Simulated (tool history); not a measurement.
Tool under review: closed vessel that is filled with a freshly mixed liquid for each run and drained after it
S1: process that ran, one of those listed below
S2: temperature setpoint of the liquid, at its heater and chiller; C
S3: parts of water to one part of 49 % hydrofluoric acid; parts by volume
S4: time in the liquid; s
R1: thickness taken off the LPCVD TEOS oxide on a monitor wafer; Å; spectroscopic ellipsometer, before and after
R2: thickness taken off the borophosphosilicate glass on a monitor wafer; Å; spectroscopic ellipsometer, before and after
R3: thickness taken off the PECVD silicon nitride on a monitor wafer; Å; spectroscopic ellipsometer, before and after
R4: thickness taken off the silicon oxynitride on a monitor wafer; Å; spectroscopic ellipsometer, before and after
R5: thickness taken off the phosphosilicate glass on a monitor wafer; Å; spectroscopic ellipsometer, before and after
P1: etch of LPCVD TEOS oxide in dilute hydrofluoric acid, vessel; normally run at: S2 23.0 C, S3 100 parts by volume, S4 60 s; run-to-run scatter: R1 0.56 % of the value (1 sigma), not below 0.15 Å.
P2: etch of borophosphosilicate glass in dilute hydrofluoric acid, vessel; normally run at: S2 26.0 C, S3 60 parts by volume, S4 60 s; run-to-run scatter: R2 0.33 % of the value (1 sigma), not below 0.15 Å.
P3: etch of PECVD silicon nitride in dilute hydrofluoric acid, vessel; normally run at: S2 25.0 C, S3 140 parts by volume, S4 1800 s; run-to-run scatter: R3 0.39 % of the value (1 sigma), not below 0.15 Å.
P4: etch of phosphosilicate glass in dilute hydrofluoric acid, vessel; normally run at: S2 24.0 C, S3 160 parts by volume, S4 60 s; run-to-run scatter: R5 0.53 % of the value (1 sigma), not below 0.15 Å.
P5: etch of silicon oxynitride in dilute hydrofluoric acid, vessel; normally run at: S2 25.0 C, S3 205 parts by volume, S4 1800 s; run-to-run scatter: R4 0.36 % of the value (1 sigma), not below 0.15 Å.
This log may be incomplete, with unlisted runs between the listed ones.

Run 1, hour 15.9: S1 P1, S2 23.0 C, S3 100 parts by volume, S4 60 s. Result: R1 101.870 Å.
Run 2, hour 25.8: S1 P1, S2 23.0 C, S3 100 parts by volume, S4 60 s. Result: R1 102.200 Å.
Run 3, hour 43.5: S1 P1, S2 28.5 C, S3 45 parts by volume, S4 60 s. Result: R1 305.960 Å.
Run 4, hour 58.1: S1 P2, S2 26.0 C, S3 60 parts by volume, S4 60 s. Result: R2 494.56 Å.
Run 5, hour 69.7: S1 P3, S2 18.0 C, S3 140 parts by volume, S4 1800 s. Result: R3 157.93 Å.
Run 6, hour 85.2: S1 P1, S2 23.0 C, S3 100 parts by volume, S4 100 s. Result: R1 169.260 Å.
Run 7, hour 96.8: S1 P1, S2 23.0 C, S3 100 parts by volume, S4 60 s. Result: R1 100.840 Å.
Run 8, hour 105.6: S1 P1, S2 23.0 C, S3 30 parts by volume, S4 30 s. Result: R1 184.160 Å.
Run 9, hour 121.4: S1 P1, S2 17.0 C, S3 100 parts by volume, S4 60 s. Result: R1 79.801 Å.
Run 10, hour 131.2: S1 P5, S2 25.0 C, S3 110 parts by volume, S4 1800 s. Result: R4 247.690 Å.
Run 11, hour 146.0: S1 P3, S2 25.0 C, S3 140 parts by volume, S4 670 s. Result: R3 93.37 Å.
At hour 146.2: thermometer replaced.
Run 12, hour 162.2: S1 P1, S2 23.0 C, S3 100 parts by volume, S4 60 s. Result: R1 101.650 Å.
Run 13, hour 177.5: S1 P5, S2 25.0 C, S3 205 parts by volume, S4 1800 s. Result: R4 122.240 Å.
Run 14, hour 188.1: S1 P3, S2 25.0 C, S3 205 parts by volume, S4 1800 s. Result: R3 170.79 Å.
Run 15, hour 205.5: S1 P4, S2 24.0 C, S3 160 parts by volume, S4 60 s. Result: R5 581.34 Å.
Run 16, hour 217.1: S1 P2, S2 26.0 C, S3 90 parts by volume, S4 60 s. Result: R2 316.51 Å.
Run 17, hour 227.7: S1 P4, S2 24.0 C, S3 30 parts by volume, S4 60 s. Result: R5 3666.40 Å.
Run 18, hour 239.0: S1 P5, S2 25.0 C, S3 205 parts by volume, S4 1800 s. Result: R4 122.570 Å.
Run 19, hour 252.6: S1 P5, S2 29.5 C, S3 205 parts by volume, S4 1800 s. Result: R4 149.010 Å.
Run 20, hour 267.3: S1 P3, S2 25.0 C, S3 140 parts by volume, S4 1800 s. Result: R3 249.44 Å.
Run 21, hour 278.7: S1 P1, S2 23.0 C, S3 100 parts by volume, S4 30 s. Result: R1 51.143 Å.
Run 22, hour 290.9: S1 P1, S2 23.0 C, S3 35 parts by volume, S4 60 s. Result: R1 317.070 Å.
Run 23, hour 306.4: S1 P4, S2 18.5 C, S3 160 parts by volume, S4 60 s. Result: R5 475.67 Å.
Run 24, hour 318.9: S1 P2, S2 26.0 C, S3 60 parts by volume, S4 30 s. Result: R2 249.04 Å.
Run 25, hour 330.6: S1 P1, S2 27.5 C, S3 100 parts by volume, S4 60 s. Result: R1 123.070 Å.
Run 26, hour 347.7: S1 P2, S2 20.5 C, S3 60 parts by volume, S4 60 s. Result: R2 393.00 Å.
Run 27, hour 365.0: S1 P4, S2 24.0 C, S3 160 parts by volume, S4 35 s. Result: R5 337.03 Å.
Run 28, hour 382.7: S1 P1, S2 23.0 C, S3 150 parts by volume, S4 60 s. Result: R1 63.933 Å.
Run 29, hour 397.3: S1 P5, S2 25.0 C, S3 205 parts by volume, S4 810 s. Result: R4 55.377 Å.
Run 30, hour 407.1: S1 P1, S2 23.0 C, S3 100 parts by volume, S4 60 s. Result: R1 101.220 Å.
Run 31, hour 418.8: S1 P1, S2 23.0 C, S3 100 parts by volume, S4 60 s. Result: R1 102.550 Å.
Run 32, hour 429.5: S1 P1, S2 23.0 C, S3 100 parts by volume, S4 60 s. Result: R1 99.176 Å.
Run 33, hour 442.2: S1 P1, S2 23.0 C, S3 100 parts by volume, S4 60 s. Result: R1 98.302 Å.
Run 34, hour 454.4: S1 P1, S2 23.0 C, S3 100 parts by volume, S4 60 s. Result: R1 96.882 Å.
Run 35, hour 468.0: S1 P1, S2 23.0 C, S3 100 parts by volume, S4 60 s. Result: R1 94.734 Å.
Run 36, hour 482.8: S1 P1, S2 23.0 C, S3 100 parts by volume, S4 60 s. Result: R1 95.636 Å.
Run 37, hour 500.4: S1 P1, S2 23.0 C, S3 100 parts by volume, S4 60 s. Result: R1 93.960 Å.
Run 38, hour 513.9: S1 P1, S2 23.0 C, S3 100 parts by volume, S4 60 s. Result: R1 93.750 Å.
Run 39, hour 528.1: S1 P1, S2 23.0 C, S3 100 parts by volume, S4 60 s. Result: R1 94.025 Å.
Run 40, hour 544.6: S1 P1, S2 23.0 C, S3 100 parts by volume, S4 60 s. Result: R1 92.696 Å.
Run 41, hour 559.3: S1 P1, S2 23.0 C, S3 100 parts by volume, S4 60 s. Result: R1 93.250 Å.

Compared with where it was, what P1 gives has crept away. Each cause listed below fits the log as well as the rest, at the size given for it:
A: hydrofluoric acid flow below the setpoint (%) = 7.68
B: liquid colder than its thermometer reads (K) = 2.23
The creep began at about hour 418.8.

4 check runs are offered, one wafer each, their results left as question marks. Which one tells the causes apart?
Run check 1, hour 574.0: S1 P2, S2 26.0 C, S3 60 parts by volume, S4 60 s. Result: R2 ?.
Run check 2, hour 574.0: S1 P5, S2 25.0 C, S3 205 parts by volume, S4 1800 s. Result: R4 ?.
Run check 3, hour 574.0: S1 P4, S2 24.0 C, S3 160 parts by volume, S4 60 s. Result: R5 ?.
Run check 4, hour 574.0: S1 P3, S2 25.0 C, S3 140 parts by volume, S4 1800 s. Result: R3 ?.

How each check would come out, cause by cause:
  check  result     if A     if B
check 1      R2   454.17   452.50
check 2      R4  111.680  110.970
check 3      R5   531.97   536.87
check 4      R3   230.88   216.31
Gap, in per cent, between the two causes that each check separates least, read from the result that separates them most: check 1 0.37 %; check 2 0.64 %; check 3 0.92 %; check 4 6.52 %
The other checks would show nearly matching results whichever cause is true, so check 4 is the only one that separates the causes.

Then check 4 was run and gave: R3 216.14 Å. Which cause is it?

The cause is B: liquid colder than its thermometer reads (K).

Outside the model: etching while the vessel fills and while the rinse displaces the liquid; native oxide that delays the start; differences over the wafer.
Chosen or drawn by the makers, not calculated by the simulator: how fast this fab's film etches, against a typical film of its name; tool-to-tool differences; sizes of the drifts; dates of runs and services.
